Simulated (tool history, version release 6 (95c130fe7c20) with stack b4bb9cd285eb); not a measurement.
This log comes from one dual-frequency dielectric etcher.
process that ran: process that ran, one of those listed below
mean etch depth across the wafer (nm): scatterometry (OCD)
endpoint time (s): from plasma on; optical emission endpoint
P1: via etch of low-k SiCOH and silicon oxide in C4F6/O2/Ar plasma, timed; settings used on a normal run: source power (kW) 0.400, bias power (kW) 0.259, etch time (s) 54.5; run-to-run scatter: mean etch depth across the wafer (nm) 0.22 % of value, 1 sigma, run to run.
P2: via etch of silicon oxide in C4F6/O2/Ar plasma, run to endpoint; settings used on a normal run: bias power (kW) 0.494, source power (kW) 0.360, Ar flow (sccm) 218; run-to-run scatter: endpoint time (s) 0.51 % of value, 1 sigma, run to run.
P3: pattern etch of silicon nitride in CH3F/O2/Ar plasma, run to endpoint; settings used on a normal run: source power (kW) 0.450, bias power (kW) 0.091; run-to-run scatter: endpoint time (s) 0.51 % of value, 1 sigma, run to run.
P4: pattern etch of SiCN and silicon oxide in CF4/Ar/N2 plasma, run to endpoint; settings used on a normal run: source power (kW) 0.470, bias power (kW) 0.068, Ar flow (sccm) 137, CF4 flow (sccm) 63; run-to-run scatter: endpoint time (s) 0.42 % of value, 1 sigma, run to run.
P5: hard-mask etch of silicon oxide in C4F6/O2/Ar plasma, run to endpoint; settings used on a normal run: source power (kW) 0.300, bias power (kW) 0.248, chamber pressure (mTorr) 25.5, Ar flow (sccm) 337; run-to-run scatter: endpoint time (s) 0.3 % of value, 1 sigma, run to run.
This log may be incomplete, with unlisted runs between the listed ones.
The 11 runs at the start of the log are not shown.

run,hour,process that ran,source power (kW),bias power (kW),etch time (s),chamber pressure (mTorr),Ar flow (sccm),CF4 flow (sccm),hours since the last wet clean,hours since the last source power generator calibration,hours since the last bias power generator calibration,mean etch depth across the wafer (nm),endpoint time (s)
12,45.9,P1,0.400,0.259,54.5,,,,17.8,1537.6,1238.0,159.24,
13,48.8,P3,0.270,0.091,,,,,20.7,1540.5,1240.9,,39.922
# hour 51.0: source power generator calibrated
14,53.5,P4,0.470,0.068,,,86,63,25.4,2.5,1245.6,,14.876
15,57.7,P1,0.280,0.259,54.5,,,,29.6,6.7,1249.8,139.10,
16,61.8,P4,0.470,0.068,,,137,77,33.7,10.8,1253.9,,15.473
17,66.9,P2,0.360,0.494,,,146,,38.8,15.9,1259.0,,30.141
18,70.1,P4,0.630,0.068,,,137,63,42.0,19.1,1262.2,,12.380
19,74.3,P4,0.470,0.068,,,137,63,46.2,23.3,1266.4,,16.064
20,79.3,P2,0.360,0.494,,,218,,51.2,28.3,1271.4,,31.370
21,82.2,P1,0.400,0.259,77.0,,,,54.1,31.2,1274.3,225.36,
# hour 84.0: bias power generator calibrated
22,85.5,P4,0.470,0.068,,,137,63,57.4,34.5,1.6,,16.226
23,87.9,P2,0.360,0.494,,,218,,59.8,36.9,4.0,,31.606

Run 24 comes next. What will it give?
24,90.7,P1,0.400,0.259,54.5,,,,62.6,39.7,6.8,?,

mean etch depth across the wafer (nm): 158.73
